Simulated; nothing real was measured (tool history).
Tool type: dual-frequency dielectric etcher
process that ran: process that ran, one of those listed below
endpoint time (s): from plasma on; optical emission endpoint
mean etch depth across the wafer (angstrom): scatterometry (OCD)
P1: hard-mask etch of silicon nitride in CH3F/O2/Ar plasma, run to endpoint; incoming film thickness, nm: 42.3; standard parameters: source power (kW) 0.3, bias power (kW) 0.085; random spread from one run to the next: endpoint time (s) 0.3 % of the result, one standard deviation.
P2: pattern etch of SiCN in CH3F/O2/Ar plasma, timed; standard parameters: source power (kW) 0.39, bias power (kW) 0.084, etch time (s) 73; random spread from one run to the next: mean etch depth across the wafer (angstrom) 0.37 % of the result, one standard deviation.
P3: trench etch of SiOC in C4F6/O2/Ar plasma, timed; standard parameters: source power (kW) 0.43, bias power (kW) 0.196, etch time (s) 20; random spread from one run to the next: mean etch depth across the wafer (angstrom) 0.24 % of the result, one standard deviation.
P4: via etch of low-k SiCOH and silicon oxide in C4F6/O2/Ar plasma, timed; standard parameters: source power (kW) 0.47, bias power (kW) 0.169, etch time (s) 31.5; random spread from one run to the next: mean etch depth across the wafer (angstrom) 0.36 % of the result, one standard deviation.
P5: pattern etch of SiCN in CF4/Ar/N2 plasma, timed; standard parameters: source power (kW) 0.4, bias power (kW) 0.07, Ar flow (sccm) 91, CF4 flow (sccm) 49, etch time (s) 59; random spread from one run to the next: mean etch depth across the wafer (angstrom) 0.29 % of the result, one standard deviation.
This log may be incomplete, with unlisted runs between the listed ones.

| run | hour | process that ran | source power (kW) | bias power (kW) | etch time (s) | Ar flow (sccm) | CF4 flow (sccm) | hours since the last wet clean | hours since the last source power generator calibration | hours since the last bias power generator calibration | endpoint time (s) | mean etch depth across the wafer (angstrom) |
|---|---|---|---|---|---|---|---|---|---|---|---|---|
| 1 | 17 | P1 | 0.3 | 0.085 |  |  |  | 363.8 | 217.6 | 1170 | 63.419 |  |
| 2 | 27.4 | P1 | 0.3 | 0.085 |  |  |  | 374.2 | 228 | 1180.4 | 63.158 |  |
| 3 | 39.2 | P4 | 0.65 | 0.169 | 31.5 |  |  | 386 | 239.8 | 1192.2 |  | 844.01 |
| 4 | 54.4 | P1 | 0.3 | 0.085 |  |  |  | 401.2 | 255 | 1207.4 | 63.097 |  |
| 5 | 63.3 | P5 | 0.4 | 0.07 | 59 | 91 | 49 | 410.1 | 263.9 | 1216.3 |  | 448.57 |
| 6 | 72.1 | P1 | 0.37 | 0.112 |  |  |  | 418.9 | 272.7 | 1225.1 | 52.744 |  |
| 7 | 82.1 | P1 | 0.3 | 0.062 |  |  |  | 428.9 | 282.7 | 1235.1 | 70.789 |  |
| 8 | 99.4 | P3 | 0.43 | 0.196 | 20 |  |  | 446.2 | 300 | 1252.4 |  | 438.18 |
| 9 | 116.6 | P5 | 0.4 | 0.041 | 59 | 91 | 49 | 463.4 | 317.2 | 1269.6 |  | 372.96 |
| 10 | 133.9 | P1 | 0.3 | 0.114 |  |  |  | 480.7 | 334.5 | 1286.9 | 56.711 |  |
| 11 | 147.7 | P3 | 0.43 | 0.268 | 20 |  |  | 494.5 | 348.3 | 1300.7 |  | 485.69 |
| 12 | 161.2 | P5 | 0.4 | 0.07 | 59 | 108 | 49 | 508 | 361.8 | 1314.2 |  | 435.26 |
| 13 | 173.9 | P1 | 0.3 | 0.085 |  |  |  | 520.7 | 374.5 | 1326.9 | 63.384 |  |
| 14 | 186 | P1 | 0.37 | 0.085 |  |  |  | 532.8 | 386.6 | 1339 | 58.567 |  |
|  | 192.4 | bias power generator calibrated |
| 15 | 194.9 | P2 | 0.39 | 0.1 | 73 |  |  | 541.7 | 395.5 | 2.6 |  | 296.04 |
| 16 | 206.8 | P3 | 0.43 | 0.196 | 28 |  |  | 553.6 | 407.4 | 14.5 |  | 614.18 |
| 17 | 219.6 | P4 | 0.47 | 0.222 | 31.5 |  |  | 566.4 | 420.2 | 27.3 |  | 803.93 |
| 18 | 228.7 | P1 | 0.21 | 0.085 |  |  |  | 575.5 | 429.3 | 36.4 | 72.619 |  |
| 19 | 237.1 | P1 | 0.3 | 0.085 |  |  |  | 583.9 | 437.7 | 44.8 | 63.285 |  |
| 20 | 246.8 | P3 | 0.43 | 0.196 | 20 |  |  | 593.6 | 447.4 | 54.5 |  | 436.76 |
| 21 | 255.3 | P5 | 0.54 | 0.07 | 59 | 91 | 49 | 602.1 | 455.9 | 63 |  | 587.36 |
| 22 | 268.3 | P5 | 0.4 | 0.07 | 86 | 91 | 49 | 615.1 | 468.9 | 76 |  | 654.78 |
| 23 | 279.5 | P5 | 0.4 | 0.07 | 59 | 91 | 63 | 626.3 | 480.1 | 87.2 |  | 468.68 |
| 24 | 295.7 | P4 | 0.47 | 0.169 | 45 |  |  | 642.5 | 496.3 | 103.4 |  | 1060.6 |
| 25 | 310.8 | P1 | 0.37 | 0.065 |  |  |  | 657.6 | 511.4 | 118.5 | 64.115 |  |
| 26 | 326.4 | P1 | 0.2 | 0.058 |  |  |  | 673.2 | 527 | 134.1 | 84.613 |  |
| 27 | 344 | P1 | 0.3 | 0.085 |  |  |  | 690.8 | 544.6 | 151.7 | 63.348 |  |
| 28 | 352.5 | P2 | 0.39 | 0.084 | 73 |  |  | 699.3 | 553.1 | 160.2 |  | 278.42 |
| 29 | 361 | P2 | 0.55 | 0.084 | 73 |  |  | 707.8 | 561.6 | 168.7 |  | 316.56 |
| 30 | 372.3 | P2 | 0.39 | 0.084 | 107 |  |  | 719.1 | 572.9 | 180 |  | 408.92 |
| 31 | 381.2 | P1 | 0.3 | 0.085 |  |  |  | 728 | 581.8 | 188.9 | 63.236 |  |
| 32 | 393.4 | P4 | 0.47 | 0.169 | 31.5 |  |  | 740.2 | 594 | 201.1 |  | 741.47 |
| 33 | 411.1 | P3 | 0.27 | 0.196 | 20 |  |  | 757.9 | 611.7 | 218.8 |  | 367.08 |
| 34 | 424.5 | P1 | 0.3 | 0.085 |  |  |  | 771.3 | 625.1 | 232.2 | 63.241 |  |
| 35 | 433.5 | P1 | 0.3 | 0.085 |  |  |  | 780.3 | 634.1 | 241.2 | 63.191 |  |
| 36 | 445.8 | P1 | 0.3 | 0.085 |  |  |  | 792.6 | 646.4 | 253.5 | 62.895 |  |
| 37 | 460.8 | P1 | 0.3 | 0.085 |  |  |  | 807.6 | 661.4 | 268.5 | 62.465 |  |
|  | 463.8 | wet clean of the chamber |
| 38 | 473.2 | P1 | 0.3 | 0.085 |  |  |  | 9.4 | 673.8 | 280.9 | 62.604 |  |
| 39 | 491.2 | P1 | 0.3 | 0.085 |  |  |  | 27.4 | 691.8 | 298.9 | 62.323 |  |
| 40 | 500.2 | P1 | 0.3 | 0.085 |  |  |  | 36.4 | 700.8 | 307.9 | 62.371 |  |
| 41 | 508.8 | P1 | 0.3 | 0.085 |  |  |  | 45 | 709.4 | 316.5 | 62.281 |  |

Compared with where it was, what P1 gives has crept away. Each cause listed below fits the log as well as the rest, at the size given for it:
A: source power that arrives over what is set, % = 4.12
B: bias power that arrives over what is set, % = 4.23
At approximately hour 424.5, the process output began to creep.
Excluded causes, each with its reason:
chamber walls in a state that raises the etch rate, %: serviced at hour 463.8, which brought nothing back

The check runs listed below each take one wafer, and their results are still question marks. Under which run would the listed causes lead to clearly different results?
| check 1 | 517.4 | P2 | 0.54 | 0.084 | 98 |  |  |  |  |  |  | ? |
| check 2 | 517.4 | P5 | 0.4 | 0.07 | 83.5 | 91 | 49 |  |  |  |  | ? |
| check 3 | 517.4 | P3 | 0.43 | 0.233 | 20 |  |  |  |  |  |  | ? |
| check 4 | 517.4 | P4 | 0.65 | 0.169 | 44 |  |  |  |  |  |  | ? |

Expected result of each check under each candidate cause:
| check | result | if A | if B |
|---|---|---|---|
| check 1 | mean etch depth across the wafer (angstrom) | 428.34 | 428.22 |
| check 2 | mean etch depth across the wafer (angstrom) | 658.42 | 645.25 |
| check 3 | mean etch depth across the wafer (angstrom) | 471.34 | 470.54 |
| check 4 | mean etch depth across the wafer (angstrom) | 1194.5 | 1190.3 |
Separation of the two closest causes in each check, using whichever result separates them best: check 1 0.03 %; check 2 2.02 %; check 3 0.17 %; check 4 0.35 %
Only check 2 tells the causes apart: in the others they would give nearly the same result.

Here is what check 2 returned: mean etch depth across the wafer (angstrom) 644.82. Which cause is it?

It is B: bias power that arrives over what is set, %.
